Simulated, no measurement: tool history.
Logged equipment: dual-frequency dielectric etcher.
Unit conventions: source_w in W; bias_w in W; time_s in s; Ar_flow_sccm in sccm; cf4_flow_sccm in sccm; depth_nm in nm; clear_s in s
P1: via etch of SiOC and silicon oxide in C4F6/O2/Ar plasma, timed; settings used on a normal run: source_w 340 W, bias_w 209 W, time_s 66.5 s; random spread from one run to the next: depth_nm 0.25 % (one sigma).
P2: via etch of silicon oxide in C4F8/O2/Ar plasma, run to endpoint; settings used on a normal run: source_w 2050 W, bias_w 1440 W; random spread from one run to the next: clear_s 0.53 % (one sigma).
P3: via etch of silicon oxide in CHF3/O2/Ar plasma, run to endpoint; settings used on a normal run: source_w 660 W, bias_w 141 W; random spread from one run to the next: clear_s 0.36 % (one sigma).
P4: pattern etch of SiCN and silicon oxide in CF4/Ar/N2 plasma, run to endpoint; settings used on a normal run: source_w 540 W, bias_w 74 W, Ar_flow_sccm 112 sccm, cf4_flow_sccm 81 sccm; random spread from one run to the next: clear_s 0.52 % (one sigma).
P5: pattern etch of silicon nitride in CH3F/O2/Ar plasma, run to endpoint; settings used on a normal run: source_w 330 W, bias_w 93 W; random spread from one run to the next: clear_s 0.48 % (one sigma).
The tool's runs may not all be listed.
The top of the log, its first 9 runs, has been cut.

| run | hour | process | source_w | bias_w | time_s | Ar_flow_sccm | cf4_flow_sccm | depth_nm | clear_s |
|---|---|---|---|---|---|---|---|---|---|
| 10 | 126 | P1 | 340 | 209 | 66.5 |  |  | 74.766 |  |
| 11 | 142.5 | P1 | 450 | 209 | 39.5 |  |  | 49.535 |  |
| 12 | 154.7 | P1 | 400 | 209 | 66.5 |  |  | 79.313 |  |
| 13 | 170.2 | P4 | 540 | 74 |  | 112 | 81 |  | 12.789 |
| 14 | 182.4 | P4 | 540 | 48 |  | 112 | 81 |  | 14.618 |
| 15 | 193.9 | P1 | 340 | 296 | 66.5 |  |  | 83.889 |  |
| 16 | 204.4 | P2 | 2050 | 2020 |  |  |  |  | 328.69 |
| 17 | 214.8 | P1 | 340 | 209 | 49 |  |  | 55.308 |  |
| 18 | 229.9 | P1 | 340 | 209 | 66.5 |  |  | 74.647 |  |
| 19 | 246.5 | P1 | 210 | 209 | 66.5 |  |  | 62.114 |  |
| 20 | 261.2 | P1 | 340 | 209 | 66.5 |  |  | 74.796 |  |
| 21 | 272 | P2 | 2680 | 1440 |  |  |  |  | 325.75 |
| 22 | 289.2 | P3 | 660 | 141 |  |  |  |  | 440.74 |

Estimate the outcome of run 23 from the log above:
| 23 | 300.1 | P4 | 540 | 74 |  | 112 | 65 |  | ? |

clear_s: 13.213 s
